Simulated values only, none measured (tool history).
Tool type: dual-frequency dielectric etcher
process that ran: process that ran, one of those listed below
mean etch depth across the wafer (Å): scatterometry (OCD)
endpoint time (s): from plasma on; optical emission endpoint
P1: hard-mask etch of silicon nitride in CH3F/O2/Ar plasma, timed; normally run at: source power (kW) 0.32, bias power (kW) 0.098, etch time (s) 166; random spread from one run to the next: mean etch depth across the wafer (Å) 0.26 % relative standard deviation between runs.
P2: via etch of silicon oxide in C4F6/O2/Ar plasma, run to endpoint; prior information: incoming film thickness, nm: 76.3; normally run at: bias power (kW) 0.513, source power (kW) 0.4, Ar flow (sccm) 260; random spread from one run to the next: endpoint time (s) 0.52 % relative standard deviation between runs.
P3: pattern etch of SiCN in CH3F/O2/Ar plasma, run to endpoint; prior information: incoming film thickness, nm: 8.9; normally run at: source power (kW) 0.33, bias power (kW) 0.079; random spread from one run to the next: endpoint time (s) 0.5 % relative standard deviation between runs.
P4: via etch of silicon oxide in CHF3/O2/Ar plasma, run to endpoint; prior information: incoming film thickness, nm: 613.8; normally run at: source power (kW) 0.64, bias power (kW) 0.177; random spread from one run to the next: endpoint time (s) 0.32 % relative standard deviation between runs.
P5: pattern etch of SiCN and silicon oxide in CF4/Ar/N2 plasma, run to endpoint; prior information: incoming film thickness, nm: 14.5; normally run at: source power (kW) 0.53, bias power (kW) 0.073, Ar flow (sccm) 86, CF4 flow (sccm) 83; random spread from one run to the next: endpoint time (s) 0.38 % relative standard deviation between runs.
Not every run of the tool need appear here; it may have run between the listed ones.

| run | hour | process that ran | source power (kW) | bias power (kW) | etch time (s) | Ar flow (sccm) | CF4 flow (sccm) | hours since the last wet clean | hours since the last source power generator calibration | hours since the last bias power generator calibration | mean etch depth across the wafer (Å) | endpoint time (s) |
|---|---|---|---|---|---|---|---|---|---|---|---|---|
| 1 | 5.1 | P1 | 0.32 | 0.098 | 166 |  |  | 313.7 | 1131 | 2106.5 | 1189 |  |
| 2 | 8.9 | P5 | 0.53 | 0.046 |  | 86 | 83 | 317.5 | 1134.8 | 2110.3 |  | 15.932 |
| 3 | 13.6 | P1 | 0.32 | 0.098 | 128.5 |  |  | 322.2 | 1139.5 | 2115 | 919.15 |  |
| 4 | 19.4 | P1 | 0.45 | 0.098 | 166 |  |  | 328 | 1145.3 | 2120.8 | 1354.2 |  |
| 5 | 24.6 | P2 | 0.4 | 0.319 |  | 260 |  | 333.2 | 1150.5 | 2126 |  | 19.822 |
| 6 | 27.6 | P2 | 0.4 | 0.513 |  | 159 |  | 336.2 | 1153.5 | 2129 |  | 15.725 |
| 7 | 30.4 | P1 | 0.24 | 0.098 | 166 |  |  | 339 | 1156.3 | 2131.8 | 1069.7 |  |
| 8 | 35.2 | P5 | 0.53 | 0.073 |  | 57 | 83 | 343.8 | 1161.1 | 2136.6 |  | 13.183 |
| 9 | 38.8 | P1 | 0.24 | 0.124 | 166 |  |  | 347.4 | 1164.7 | 2140.2 | 1171.6 |  |
| 10 | 43.2 | P3 | 0.33 | 0.079 |  |  |  | 351.8 | 1169.1 | 2144.6 |  | 23.981 |
| 11 | 48 | P1 | 0.32 | 0.098 | 166 |  |  | 356.6 | 1173.9 | 2149.4 | 1196.3 |  |
| 12 | 50.8 | P5 | 0.71 | 0.073 |  | 86 | 83 | 359.4 | 1176.7 | 2152.2 |  | 10.72 |
| 13 | 54.5 | P1 | 0.32 | 0.098 | 166 |  |  | 363.1 | 1180.4 | 2155.9 | 1194.5 |  |
| 14 | 58.3 | P1 | 0.32 | 0.077 | 166 |  |  | 366.9 | 1184.2 | 2159.7 | 1091.6 |  |
| 15 | 63.1 | P5 | 0.53 | 0.073 |  | 86 | 66 | 371.7 | 1189 | 2164.5 |  | 14.29 |
| 16 | 68.3 | P5 | 0.53 | 0.073 |  | 86 | 83 | 376.9 | 1194.2 | 2169.7 |  | 13.847 |
| 17 | 73.1 | P2 | 0.54 | 0.513 |  | 260 |  | 381.7 | 1199 | 2174.5 |  | 14.968 |
| 18 | 77.4 | P1 | 0.32 | 0.098 | 219 |  |  | 386 | 1203.3 | 2178.8 | 1564.6 |  |
| 19 | 81.6 | P1 | 0.32 | 0.098 | 166 |  |  | 390.2 | 1207.5 | 2183 | 1186.4 |  |
| 20 | 86.4 | P1 | 0.32 | 0.098 | 166 |  |  | 395 | 1212.3 | 2187.8 | 1189.7 |  |
| 21 | 91.2 | P3 | 0.33 | 0.099 |  |  |  | 399.8 | 1217.1 | 2192.6 |  | 22.118 |
| 22 | 95.3 | P3 | 0.23 | 0.079 |  |  |  | 403.9 | 1221.2 | 2196.7 |  | 27.668 |
| 23 | 98.1 | P4 | 0.64 | 0.177 |  |  |  | 406.7 | 1224 | 2199.5 |  | 303.78 |
| 24 | 101.2 | P5 | 0.53 | 0.073 |  | 86 | 83 | 409.8 | 1227.1 | 2202.6 |  | 13.948 |
| 25 | 105.5 | P1 | 0.32 | 0.123 | 166 |  |  | 414.1 | 1231.4 | 2206.9 | 1296.6 |  |
| 26 | 111.3 | P4 | 0.64 | 0.111 |  |  |  | 419.9 | 1237.2 | 2212.7 |  | 351.98 |
| 27 | 114.9 | P4 | 0.81 | 0.177 |  |  |  | 423.5 | 1240.8 | 2216.3 |  | 276.69 |
| 28 | 120.7 | P2 | 0.4 | 0.513 |  | 260 |  | 429.3 | 1246.6 | 2222.1 |  | 16.551 |
| 29 | 125 | P1 | 0.32 | 0.098 | 166 |  |  | 433.6 | 1250.9 | 2226.4 | 1188.8 |  |
| 30 | 129.3 | P1 | 0.32 | 0.098 | 166 |  |  | 437.9 | 1255.2 | 2230.7 | 1185.3 |  |
| 31 | 135.1 | P1 | 0.32 | 0.098 | 166 |  |  | 443.7 | 1261 | 2236.5 | 1179.6 |  |

Estimate the outcome of run 32 from the log above:
|  | 140.4 | wet clean of the chamber |
| 32 | 140.8 | P1 | 0.32 | 0.098 | 166 |  |  | 0.5 | 1266.7 | 2242.2 | ? |  |

mean etch depth across the wafer (Å): 1179
